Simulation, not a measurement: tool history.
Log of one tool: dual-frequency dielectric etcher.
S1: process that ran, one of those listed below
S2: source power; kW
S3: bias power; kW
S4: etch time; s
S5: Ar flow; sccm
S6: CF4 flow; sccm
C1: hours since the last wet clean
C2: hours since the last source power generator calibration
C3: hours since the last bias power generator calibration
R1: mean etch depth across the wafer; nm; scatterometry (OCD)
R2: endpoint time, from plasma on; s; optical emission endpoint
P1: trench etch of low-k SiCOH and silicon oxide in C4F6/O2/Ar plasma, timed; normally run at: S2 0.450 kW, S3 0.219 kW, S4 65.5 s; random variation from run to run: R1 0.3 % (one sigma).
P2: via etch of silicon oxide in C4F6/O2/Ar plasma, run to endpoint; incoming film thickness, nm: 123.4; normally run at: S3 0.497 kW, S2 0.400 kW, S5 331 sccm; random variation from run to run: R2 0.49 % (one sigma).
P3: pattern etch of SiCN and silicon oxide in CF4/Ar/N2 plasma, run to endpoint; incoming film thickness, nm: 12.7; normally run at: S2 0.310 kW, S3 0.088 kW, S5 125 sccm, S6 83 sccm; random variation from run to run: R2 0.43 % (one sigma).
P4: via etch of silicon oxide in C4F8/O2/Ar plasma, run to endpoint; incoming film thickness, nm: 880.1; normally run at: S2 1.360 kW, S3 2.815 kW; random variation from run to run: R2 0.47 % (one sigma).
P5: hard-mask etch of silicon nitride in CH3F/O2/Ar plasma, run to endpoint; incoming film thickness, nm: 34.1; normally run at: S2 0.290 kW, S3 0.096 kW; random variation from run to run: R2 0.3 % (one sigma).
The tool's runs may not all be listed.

{"run": 1, "hour": 14.9, "S1": "P1", "S2": 0.45, "S3": 0.219, "S4": 65.5, "C1": 149.4, "C2": 1135.6, "C3": 411.3, "R1": 235.25}
{"run": 2, "hour": 22.1, "S1": "P5", "S2": 0.29, "S3": 0.061, "C1": 156.6, "C2": 1142.8, "C3": 418.5, "R2": 56.756}
{"run": 3, "hour": 29.3, "S1": "P3", "S2": 0.31, "S3": 0.088, "S5": 125, "S6": 83, "C1": 163.8, "C2": 1150.0, "C3": 425.7, "R2": 19.423}
{"run": 4, "hour": 37.9, "S1": "P1", "S2": 0.45, "S3": 0.261, "S4": 65.5, "C1": 172.4, "C2": 1158.6, "C3": 434.3, "R1": 249.76}
{"run": 5, "hour": 48.0, "S1": "P1", "S2": 0.45, "S3": 0.219, "S4": 65.5, "C1": 182.5, "C2": 1168.7, "C3": 444.4, "R1": 235.1}
{"run": 6, "hour": 57.8, "S1": "P1", "S2": 0.34, "S3": 0.219, "S4": 65.5, "C1": 192.3, "C2": 1178.5, "C3": 454.2, "R1": 210.58}
{"run": 7, "hour": 68.9, "S1": "P2", "S2": 0.4, "S3": 0.497, "S5": 445, "C1": 203.4, "C2": 1189.6, "C3": 465.3, "R2": 29.794}
{"run": 8, "hour": 82.6, "S1": "P1", "S2": 0.45, "S3": 0.219, "S4": 98.0, "C1": 217.1, "C2": 1203.3, "C3": 479.0, "R1": 352.02}
{"run": 9, "hour": 96.2, "S1": "P4", "S2": 1.91, "S3": 2.815, "C1": 230.7, "C2": 1216.9, "C3": 492.6, "R2": 158.01}
{"run": 10, "hour": 108.0, "S1": "P1", "S2": 0.55, "S3": 0.219, "S4": 50.5, "C1": 242.5, "C2": 1228.7, "C3": 504.4, "R1": 195.84}
{"run": 11, "hour": 122.4, "S1": "P4", "S2": 1.36, "S3": 2.815, "C1": 256.9, "C2": 1243.1, "C3": 518.8, "R2": 182.46}
{"run": 12, "hour": 129.9, "S1": "P4", "S2": 1.36, "S3": 2.815, "C1": 264.4, "C2": 1250.6, "C3": 526.3, "R2": 182.87}
{"run": 13, "hour": 141.4, "S1": "P5", "S2": 0.29, "S3": 0.096, "C1": 275.9, "C2": 1262.1, "C3": 537.8, "R2": 48.292}
{"run": 14, "hour": 150.7, "S1": "P3", "S2": 0.31, "S3": 0.088, "S5": 125, "S6": 115, "C1": 285.2, "C2": 1271.4, "C3": 547.1, "R2": 18.842}
{"run": 15, "hour": 160.2, "S1": "P1", "S2": 0.45, "S3": 0.219, "S4": 65.5, "C1": 294.7, "C2": 1280.9, "C3": 556.6, "R1": 236.15}
{"run": 16, "hour": 167.8, "S1": "P2", "S2": 0.4, "S3": 0.616, "S5": 331, "C1": 302.3, "C2": 1288.5, "C3": 564.2, "R2": 26.689}
{"run": 17, "hour": 180.5, "S1": "P2", "S2": 0.26, "S3": 0.497, "S5": 331, "C1": 315.0, "C2": 1301.2, "C3": 576.9, "R2": 33.791}

Forecast run 18:
{"run": 18, "hour": 191.5, "S1": "P2", "S2": 0.4, "S3": 0.497, "S5": 331, "C1": 326.0, "C2": 1312.2, "C3": 587.9, "R2": "?"}

Run 18 gave R2 28.923 s.
